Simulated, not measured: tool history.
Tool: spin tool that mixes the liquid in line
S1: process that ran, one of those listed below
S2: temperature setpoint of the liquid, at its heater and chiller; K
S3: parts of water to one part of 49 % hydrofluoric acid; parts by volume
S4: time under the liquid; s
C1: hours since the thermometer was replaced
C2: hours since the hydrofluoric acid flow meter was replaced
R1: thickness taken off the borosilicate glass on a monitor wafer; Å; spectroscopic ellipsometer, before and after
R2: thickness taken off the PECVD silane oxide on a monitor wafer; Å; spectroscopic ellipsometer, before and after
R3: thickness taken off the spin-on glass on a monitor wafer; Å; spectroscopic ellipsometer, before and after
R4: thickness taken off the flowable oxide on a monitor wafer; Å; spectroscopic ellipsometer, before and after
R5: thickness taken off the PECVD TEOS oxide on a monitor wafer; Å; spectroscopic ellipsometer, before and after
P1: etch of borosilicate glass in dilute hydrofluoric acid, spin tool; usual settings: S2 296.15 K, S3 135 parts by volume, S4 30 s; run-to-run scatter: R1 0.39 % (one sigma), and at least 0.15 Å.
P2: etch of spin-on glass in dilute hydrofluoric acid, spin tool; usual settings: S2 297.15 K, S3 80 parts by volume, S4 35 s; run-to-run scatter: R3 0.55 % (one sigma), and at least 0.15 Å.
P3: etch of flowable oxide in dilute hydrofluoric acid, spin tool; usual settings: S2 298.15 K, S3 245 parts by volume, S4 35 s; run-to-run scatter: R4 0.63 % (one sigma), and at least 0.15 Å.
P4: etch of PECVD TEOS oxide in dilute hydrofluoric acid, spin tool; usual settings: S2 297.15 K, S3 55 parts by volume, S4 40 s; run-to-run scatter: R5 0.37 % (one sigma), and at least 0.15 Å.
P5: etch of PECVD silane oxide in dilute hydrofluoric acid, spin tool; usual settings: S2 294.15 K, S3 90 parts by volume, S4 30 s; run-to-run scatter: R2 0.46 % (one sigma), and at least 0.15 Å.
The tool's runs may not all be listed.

run	day	S1	S2	S3	S4	C1	C2	R1	R2	R3	R4	R5
1	0.229	P1	296.15	135	30	452.1	305.5	79.249				
2	0.721	P1	296.15	135	30	463.9	317.3	79.337				
3	0.950	P5	294.15	90	50	469.4	322.8		227.070			
4	1.425	P2	297.15	80	35	480.8	334.2			243.69		
5	1.796	P5	294.15	90	30	489.7	343.1		136.180			
6	2.033	P5	290.15	90	30	495.4	348.8		114.870			
7	2.542	P5	294.15	155	30	507.6	361.0		73.684			
8	2.867	P1	296.15	135	15	515.4	368.8	40.186				
9	3.292	P3	298.15	245	35	525.6	379.0				47.765	
10	3.579	P1	296.15	245	30	532.5	385.9	38.997				
11	3.912	P2	297.15	40	35	540.5	393.9			508.34		
12	4.158	P3	298.15	435	35	546.4	399.8				22.069	
13	4.625	P1	296.15	135	30	557.6	411.0	79.942				
14	5.121	P1	303.65	135	30	569.5	422.9	105.630				
15	5.454	P3	298.15	245	50	577.5	430.9				67.525	
16	5.775	P5	294.15	90	30	585.2	438.6		135.660			
17	6.071	P1	296.15	135	30	592.3	445.7	79.168				
18	6.379	P4	297.15	55	40	599.7	453.1					84.162
19	6.746	P1	290.15	135	30	608.5	461.9	63.215				
20	7.046	P2	303.65	80	35	615.7	469.1			308.06		
21	7.283	P1	303.15	230	30	621.4	474.8	53.983				
22	7.558	P3	306.15	245	35	628.0	481.4				61.354	
23	7.921	P4	297.15	55	40	636.7	490.1					83.706
24	8.200	P4	297.15	20	40	643.4	496.8					240.510
25	8.471	P2	297.15	80	35	649.9	503.3			242.99		
26	8.871	P1	296.15	45	30	659.5	512.9	268.030				
27	9.329	P4	305.15	55	40	670.5	523.9					115.720
28	9.608	P1	302.15	230	30	677.2	530.6	52.226				
29	10.096	P4	297.15	55	80	688.9	542.3					168.280
30	10.504	P2	297.15	80	55	698.7	552.1			375.86		
31	10.846	P1	296.15	135	60	706.9	560.3	159.030				
32	11.292	P1	296.15	135	30	717.6	571.0	79.545				
33	11.529	P1	296.15	135	30	723.3	576.7	78.255				
34	11.812	P1	296.15	135	30	730.1	583.5	75.789				
35	12.062	P1	296.15	135	30	736.1	589.5	75.573				
36	12.508	P1	296.15	135	30	746.8	600.2	74.072				
37	13.021	P1	296.15	135	30	759.1	612.5	73.967				
38	13.329	P1	296.15	135	30	766.5	619.9	73.389				
39	13.838	P1	296.15	135	30	778.7	632.1	72.878				
40	14.254	P1	296.15	135	30	788.7	642.1	72.213				
41	14.767	P1	296.15	135	30	801.0	654.4	72.550				

What P1 gives has crept away from where it was. These 2 causes fit the log equally well, each at the size given:
A: liquid colder than its thermometer reads (K) = 2.36
B: hydrofluoric acid flow below the setpoint (%) = 7.71
The creep began at about day 11.292.

4 check runs are offered, each on 2 wafers whose results are averaged, their results left as question marks. Which one tells the causes apart?
check 1	15.279	P5	294.15	145	45				?			
check 2	15.279	P3	306.15	400	35						?	
check 3	15.279	P4	304.65	55	65							?
check 4	15.279	P2	302.15	45	35					?		

What each check would give under each cause:
check	result	if A	if B
check 1	R2	108.060	108.200
check 2	R4	29.689	28.376
check 3	R5	167.250	168.010
check 4	R3	500.92	505.32
How far apart the two closest causes lie, in the result that separates them most: check 1 0.13 %; check 2 4.52 %; check 3 0.45 %; check 4 0.87 %
Check 2 tells the causes apart: in the others they would give nearly the same result.

Check 2 was then run and gave: R4 29.639 Å. Which cause is it?

It is A: liquid colder than its thermometer reads (K).

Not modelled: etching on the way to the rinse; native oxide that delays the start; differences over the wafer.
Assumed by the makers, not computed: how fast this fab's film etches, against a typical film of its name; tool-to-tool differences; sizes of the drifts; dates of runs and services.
